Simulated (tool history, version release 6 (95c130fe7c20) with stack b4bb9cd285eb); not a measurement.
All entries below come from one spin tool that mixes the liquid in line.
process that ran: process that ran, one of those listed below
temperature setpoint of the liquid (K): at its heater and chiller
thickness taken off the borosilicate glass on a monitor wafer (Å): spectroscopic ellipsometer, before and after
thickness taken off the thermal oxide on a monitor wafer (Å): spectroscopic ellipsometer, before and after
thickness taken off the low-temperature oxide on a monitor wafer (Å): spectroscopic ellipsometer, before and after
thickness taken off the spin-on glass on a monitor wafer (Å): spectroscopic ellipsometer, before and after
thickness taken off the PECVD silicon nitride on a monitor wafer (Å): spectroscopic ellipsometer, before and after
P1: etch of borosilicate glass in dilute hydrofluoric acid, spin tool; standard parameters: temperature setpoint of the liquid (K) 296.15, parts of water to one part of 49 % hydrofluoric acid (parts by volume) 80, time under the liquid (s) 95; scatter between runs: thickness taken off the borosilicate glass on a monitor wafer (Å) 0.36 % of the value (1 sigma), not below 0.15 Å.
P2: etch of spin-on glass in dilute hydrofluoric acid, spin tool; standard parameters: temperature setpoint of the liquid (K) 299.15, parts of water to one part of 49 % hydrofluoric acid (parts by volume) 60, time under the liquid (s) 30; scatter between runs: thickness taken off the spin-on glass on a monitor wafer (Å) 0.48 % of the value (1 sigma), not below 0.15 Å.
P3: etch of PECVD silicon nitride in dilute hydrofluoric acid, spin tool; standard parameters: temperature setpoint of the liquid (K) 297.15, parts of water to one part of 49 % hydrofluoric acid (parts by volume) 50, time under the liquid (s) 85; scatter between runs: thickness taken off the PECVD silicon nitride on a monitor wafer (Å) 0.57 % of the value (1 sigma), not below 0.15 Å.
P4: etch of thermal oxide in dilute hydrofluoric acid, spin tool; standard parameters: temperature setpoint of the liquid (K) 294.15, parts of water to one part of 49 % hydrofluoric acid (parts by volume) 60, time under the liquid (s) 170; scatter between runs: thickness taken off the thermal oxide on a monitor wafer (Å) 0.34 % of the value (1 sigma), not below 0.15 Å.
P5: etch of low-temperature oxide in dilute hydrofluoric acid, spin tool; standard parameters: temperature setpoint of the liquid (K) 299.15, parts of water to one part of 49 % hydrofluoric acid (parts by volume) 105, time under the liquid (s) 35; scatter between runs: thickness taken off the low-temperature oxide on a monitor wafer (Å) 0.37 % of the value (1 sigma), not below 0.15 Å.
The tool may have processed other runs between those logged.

run   hour  process that ran  temperature setpoint of the liquid (K)  parts of water to one part of 49 % hydrofluoric acid (parts by volume)  time under the liquid (s)  thickness taken off the borosilicate glass on a monitor wafer (Å)  thickness taken off the thermal oxide on a monitor wafer (Å)  thickness taken off the low-temperature oxide on a monitor wafer (Å)  thickness taken off the spin-on glass on a monitor wafer (Å)  thickness taken off the PECVD silicon nitride on a monitor wafer (Å)
  1    5.6                P1                                  296.15                                                                      80                         95                                                             239.85
  2     12                P1                                  303.65                                                                      80                         95                                                             322.77
  3   16.6                P4                                  290.15                                                                      60                        170                                                                                                                           106.76
  4   21.3                P5                                  299.15                                                                     105                         35                                                                                                                                                                                                 68.828
  5   29.6                P2                                  299.15                                                                      60                         30                                                                                                                                                                                                                                                               231.62
  6   38.6                P1                                  296.15                                                                      30                         20                                                              143.7
  7   49.2                P2                                  299.15                                                                      60                         55                                                                                                                                                                                                                                                               423.01
  8   57.4                P4                                  294.15                                                                      60                        170                                                                                                                           127.33
  9   63.4                P1                                  296.15                                                                      80                         95                                                             240.53
      64.6  -- thermometer replaced
 10   69.3                P3                                  297.15                                                                      50                         85                                                                                                                                                                                                                                                                                                                                     92.791
 11   75.8                P5                                  299.15                                                                     165                         35                                                                                                                                                                                                 40.248
 12   82.6                P1                                  296.15                                                                      80                         25                                                             63.397
 13   90.8                P1                                  296.15                                                                      80                        170                                                             428.98
 14    101                P1                                  296.15                                                                     125                         95                                                             145.43
 15  109.5                P2                                  299.15                                                                      85                         30                                                                                                                                                                                                                                                               158.79
 16  114.6                P1                                  296.15                                                                      80                         95                                                             240.29
 17  122.1                P4                                  294.15                                                                      60                        170                                                                                                                           126.43
 18    132                P1                                  296.15                                                                      80                         95                                                             239.74
 19  137.2                P3                                  297.15                                                                      50                        160                                                                                                                                                                                                                                                                                                                                     173.72
 20  145.7                P1                                  296.15                                                                      45                         95                                                             445.52
 21  151.7                P1                                  290.15                                                                      80                         95                                                             186.34
 22  160.3                P4                                  294.15                                                                      60                         70                                                                                                                           51.645
 23  165.9                P2                                  306.65                                                                      60                         30                                                                                                                                                                                                                                                                312.1
 24    175                P3                                  293.65                                                                      50                         85                                                                                                                                                                                                                                                                                                                                      72.89
 25  181.4                P3                                  297.15                                                                      85                         85                                                                                                                                                                                                                                                                                                                                     55.027
 26  191.3                P1                                  296.15                                                                      80                         95                                                             239.52
 27  196.3                P5                                  307.15                                                                     105                         35                                                                                                                                                                                                 91.863
 28  206.9                P4                                  294.15                                                                      25                        170                                                                                                                           316.57
 29  212.7                P5                                  299.15                                                                     105                         15                                                                                                                                                                                                 29.182
 30  218.4                P1                                  296.15                                                                      80                         95                                                             239.66
 31  227.1                P1                                  296.15                                                                      80                         95                                                             232.78
 32  234.4                P1                                  296.15                                                                      80                         95                                                             229.38
 33  242.3                P1                                  296.15                                                                      80                         95                                                             224.91
 34  247.5                P1                                  296.15                                                                      80                         95                                                             226.05
 35  253.4                P1                                  296.15                                                                      80                         95                                                             224.32
 36  263.4                P1                                  296.15                                                                      80                         95                                                             224.49
 37  273.2                P1                                  296.15                                                                      80                         95                                                             220.25
 38  281.1                P1                                  296.15                                                                      80                         95                                                             220.98

Compared with where it was, what P1 gives has crept away. Each cause listed below fits the log as well as the rest, at the size given for it:
A: liquid colder than its thermometer reads (K) = 1.95
B: hydrofluoric acid flow below the setpoint (%) = 6.97
The onset of the drift is placed at about hour 218.4.

4 check runs are offered, one wafer each, their results left as question marks. Which one tells the causes apart?
check 1   289                P2                                  299.15                                                                      60                         30                                                                                                                                                                                                                                                                    ?
check 2   289                P5                                  299.15                                                                     105                         35                                                                                                                                                                                                      ?
check 3   289                P4                                  294.15                                                                      60                        170                                                                                                                                ?
check 4   289                P3                                  297.15                                                                      50                         85                                                                                                                                                                                                                                                                                                                                          ?

Check results expected under each cause:
  check                                                                result    if A    if B
check 1          thickness taken off the spin-on glass on a monitor wafer (Å)  213.77  213.87
check 2  thickness taken off the low-temperature oxide on a monitor wafer (Å)  63.308  62.928
check 3          thickness taken off the thermal oxide on a monitor wafer (Å)  116.37  116.89
check 4  thickness taken off the PECVD silicon nitride on a monitor wafer (Å)  81.296  86.465
Per-check spread between the two closest causes, in the result where they differ most: check 1 0.05 %; check 2 0.6 %; check 3 0.45 %; check 4 6.16 %
Check 4 tells the causes apart: in the others they would give nearly the same result.

Check 4 was then run and gave: thickness taken off the PECVD silicon nitride on a monitor wafer (Å) 81.071. Which cause is it?

A is the cause: liquid colder than its thermometer reads (K).
